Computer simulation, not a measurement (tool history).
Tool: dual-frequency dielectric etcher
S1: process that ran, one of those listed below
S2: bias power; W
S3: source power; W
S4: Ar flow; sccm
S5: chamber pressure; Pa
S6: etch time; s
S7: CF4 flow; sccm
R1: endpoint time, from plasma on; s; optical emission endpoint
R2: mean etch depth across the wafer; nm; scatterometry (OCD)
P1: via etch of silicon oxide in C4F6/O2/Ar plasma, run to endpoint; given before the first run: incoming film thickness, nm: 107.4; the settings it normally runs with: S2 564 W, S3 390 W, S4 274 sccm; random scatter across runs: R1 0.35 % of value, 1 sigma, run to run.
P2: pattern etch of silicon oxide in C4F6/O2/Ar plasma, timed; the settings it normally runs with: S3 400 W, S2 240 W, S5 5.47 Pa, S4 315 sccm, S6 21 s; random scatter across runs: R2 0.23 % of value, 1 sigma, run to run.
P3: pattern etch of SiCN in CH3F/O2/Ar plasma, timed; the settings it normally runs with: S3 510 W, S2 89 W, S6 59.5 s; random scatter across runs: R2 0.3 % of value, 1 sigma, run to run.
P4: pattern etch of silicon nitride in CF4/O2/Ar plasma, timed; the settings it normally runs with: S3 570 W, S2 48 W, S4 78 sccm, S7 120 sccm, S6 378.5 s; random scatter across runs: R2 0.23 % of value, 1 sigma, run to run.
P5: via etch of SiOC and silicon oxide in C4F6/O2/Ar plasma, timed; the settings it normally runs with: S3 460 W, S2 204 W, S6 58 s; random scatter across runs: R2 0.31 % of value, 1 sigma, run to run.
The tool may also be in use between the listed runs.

run	hour	S1	S2	S3	S4	S5	S6	S7	R1	R2
1	9.3	P1	564	390	274				22.633	
2	27.4	P2	240	400	315	4.2	21			70.622
3	42.2	P4	29	570	78		378.5	120		703.23
4	57	P2	240	400	250	5.47	21			70.313
# hour 65.5: Ar flow controller replaced
5	75.4	P1	564	390	274				22.593	
6	86.6	P3	89	510			59.5			26.245
7	98.5	P1	564	470	274				20.944	
8	108.5	P2	240	400	315	5.47	11.5			37.611
9	117.5	P4	48	570	78		378.5	120		826.33
10	132.2	P2	285	400	315	5.47	21			72.347
11	140.6	P5	161	460			58			66.69
12	157.2	P2	240	270	315	5.47	21			58.749
13	167.2	P5	204	460			58			71.825
14	176.2	P1	564	540	369				20.767	
15	190.2	P4	48	570	78		378.5	120		826.15
16	208.6	P4	48	570	78		522	120		1137.8
17	226.1	P4	48	740	78		378.5	120		1036.6
18	235.5	P1	564	390	274				22.553	
19	245.4	P5	204	320			58			62.617
20	254.3	P1	564	290	274				25.23	
21	265.3	P1	728	390	274				20.447	
22	280.2	P3	89	510			44			19.432
23	289.8	P5	204	460			58			72.215
24	307.7	P1	564	390	335				23.14	
25	326.4	P1	564	390	274				22.703	
26	340.5	P1	564	390	163				21.496	
27	351.4	P4	48	570	60		378.5	120		848.99
28	370.2	P4	48	570	78		378.5	98		805.02
29	381.1	P3	89	510			59.5			26.286
30	391.9	P1	337	390	274				27.324	
31	410.3	P1	564	330	199				23.041	
32	418.6	P2	240	400	315	5.47	21			68.62
33	434.4	P3	89	720			59.5			29.876
34	445.9	P3	58	510			59.5			22.611
35	460.6	P5	204	460			38.5			47.935
36	477.4	P1	459	390	340				25.04	
37	496.2	P1	564	390	274				22.683	
38	510.6	P1	564	390	274				22.775	
39	528.4	P1	564	390	274				22.908	
40	542.4	P1	564	390	274				22.858	
41	558.3	P1	564	390	274				23.011	
# hour 562.9: wet clean of the chamber
42	568.9	P1	564	390	274				23.056	
43	580	P1	564	390	274				23.088	
44	593.3	P1	564	390	274				22.915	
45	610.8	P1	564	390	274				23.043	

What P1 gives has crept off from where it sat before. The 2 causes that follow fit the log equally well, each at the size noted:
A: source power that arrives under what is set, % = 4.68
B: bias power that arrives under what is set, % = 4.52
The process output started creeping at around hour 496.2.
All other causes, with the reason each is excluded:
chamber walls in a state that lowers the etch rate, %: serviced at hour 562.9, after the drift had started, without restoring the earlier output
Ar flow that arrives over what is set, %: cannot exceed 8; that much would move R1 by +0.9 %, which falls short of the creep or goes against it

The check runs listed below each take one wafer, and their results are still question marks. Under which run would the listed causes lead to clearly different results?
check 1	628.3	P4	48	570	78		378.5	120		?
check 2	628.3	P3	89	510			59.5			?
check 3	628.3	P5	204	460			58			?
check 4	628.3	P2	240	400	315	5.47	21			?

Predicted outcomes, by check and by cause:
check	result	if A	if B
check 1	R2	791.08	811.98
check 2	R2	25.794	25.823
check 3	R2	70.745	70.988
check 4	R2	67.224	67.42
Distance between the nearest two causes, measured in the result of the check that separates them most: check 1 2.61 %; check 2 0.12 %; check 3 0.34 %; check 4 0.29 %
Only check 1 tells the causes apart: in the others they would give nearly the same result.

Then check 1 was run and gave: R2 790.58 nm. Which cause is it?

Of the candidate causes, it is A: source power that arrives under what is set, %.

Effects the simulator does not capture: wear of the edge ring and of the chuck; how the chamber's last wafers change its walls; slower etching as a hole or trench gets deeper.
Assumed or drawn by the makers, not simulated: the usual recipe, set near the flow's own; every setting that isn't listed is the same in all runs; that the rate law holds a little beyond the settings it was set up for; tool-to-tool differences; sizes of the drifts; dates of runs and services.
